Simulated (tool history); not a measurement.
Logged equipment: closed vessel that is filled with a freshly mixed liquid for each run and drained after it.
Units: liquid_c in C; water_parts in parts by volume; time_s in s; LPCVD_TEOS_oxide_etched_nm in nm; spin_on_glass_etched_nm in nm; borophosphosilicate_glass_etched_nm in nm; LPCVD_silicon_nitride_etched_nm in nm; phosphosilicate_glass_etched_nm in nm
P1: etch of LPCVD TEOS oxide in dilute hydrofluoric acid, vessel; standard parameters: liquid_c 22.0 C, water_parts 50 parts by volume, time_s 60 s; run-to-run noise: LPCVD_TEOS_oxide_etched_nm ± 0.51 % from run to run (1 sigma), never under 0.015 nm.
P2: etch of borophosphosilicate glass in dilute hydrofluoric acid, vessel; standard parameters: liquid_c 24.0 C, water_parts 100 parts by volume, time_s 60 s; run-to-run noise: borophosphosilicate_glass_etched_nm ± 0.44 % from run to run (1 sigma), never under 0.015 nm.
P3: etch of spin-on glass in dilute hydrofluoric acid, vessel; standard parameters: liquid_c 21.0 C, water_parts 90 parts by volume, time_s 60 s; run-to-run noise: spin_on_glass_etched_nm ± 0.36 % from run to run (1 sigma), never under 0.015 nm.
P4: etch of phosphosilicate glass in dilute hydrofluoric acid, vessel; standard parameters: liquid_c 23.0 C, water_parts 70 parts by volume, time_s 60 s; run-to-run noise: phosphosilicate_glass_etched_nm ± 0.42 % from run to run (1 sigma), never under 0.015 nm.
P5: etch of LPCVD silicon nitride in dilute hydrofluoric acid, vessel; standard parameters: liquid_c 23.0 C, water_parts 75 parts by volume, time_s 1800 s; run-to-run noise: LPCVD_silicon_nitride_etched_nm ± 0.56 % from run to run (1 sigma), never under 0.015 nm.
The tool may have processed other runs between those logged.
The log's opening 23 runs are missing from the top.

| run | hour | process | liquid_c | water_parts | time_s | hours since the thermometer was replaced | hours since the hydrofluoric acid flow meter was replaced | LPCVD_TEOS_oxide_etched_nm | spin_on_glass_etched_nm | borophosphosilicate_glass_etched_nm | LPCVD_silicon_nitride_etched_nm | phosphosilicate_glass_etched_nm |
|---|---|---|---|---|---|---|---|---|---|---|---|---|
| 24 | 229.4 | P4 | 28.5 | 70 | 60 | 672.1 | 970.8 |  |  |  |  | 176.58 |
| 25 | 238.8 | P1 | 22.0 | 20 | 60 | 681.5 | 980.2 | 50.8850 |  |  |  |  |
| 26 | 246.9 | P3 | 21.0 | 90 | 30 | 689.6 | 988.3 |  | 12.989 |  |  |  |
| 27 | 259.6 | P3 | 21.0 | 90 | 60 | 702.3 | 1001.0 |  | 26.026 |  |  |  |
| 28 | 271.0 | P4 | 23.0 | 70 | 95 | 713.7 | 1012.4 |  |  |  |  | 225.36 |
| 29 | 280.1 | P4 | 23.0 | 70 | 60 | 722.8 | 1021.5 |  |  |  |  | 141.77 |
| 30 | 288.5 | P1 | 28.0 | 50 | 60 | 731.2 | 1029.9 | 25.0660 |  |  |  |  |
| 31 | 300.4 | P3 | 21.0 | 130 | 60 | 743.1 | 1041.8 |  | 17.056 |  |  |  |
| 32 | 306.6 | P1 | 22.0 | 50 | 60 | 749.3 | 1048.0 | 19.6600 |  |  |  |  |
| 33 | 319.2 | P1 | 22.0 | 50 | 60 | 761.9 | 1060.6 | 19.5350 |  |  |  |  |
| 34 | 328.6 | P1 | 22.0 | 50 | 60 | 771.3 | 1070.0 | 19.9960 |  |  |  |  |
| 35 | 335.3 | P1 | 22.0 | 50 | 60 | 778.0 | 1076.7 | 20.1520 |  |  |  |  |
| 36 | 345.7 | P1 | 22.0 | 50 | 60 | 788.4 | 1087.1 | 20.5190 |  |  |  |  |
| 37 | 358.4 | P1 | 22.0 | 50 | 60 | 801.1 | 1099.8 | 20.7140 |  |  |  |  |
| 38 | 365.1 | P1 | 22.0 | 50 | 60 | 807.8 | 1106.5 | 20.6440 |  |  |  |  |

Forecast run 39:
| 39 | 375.4 | P1 | 22.0 | 50 | 60 | 818.1 | 1116.8 | ? |  |  |  |  |

{"run 39": {"LPCVD_TEOS_oxide_etched_nm": 20.698}}

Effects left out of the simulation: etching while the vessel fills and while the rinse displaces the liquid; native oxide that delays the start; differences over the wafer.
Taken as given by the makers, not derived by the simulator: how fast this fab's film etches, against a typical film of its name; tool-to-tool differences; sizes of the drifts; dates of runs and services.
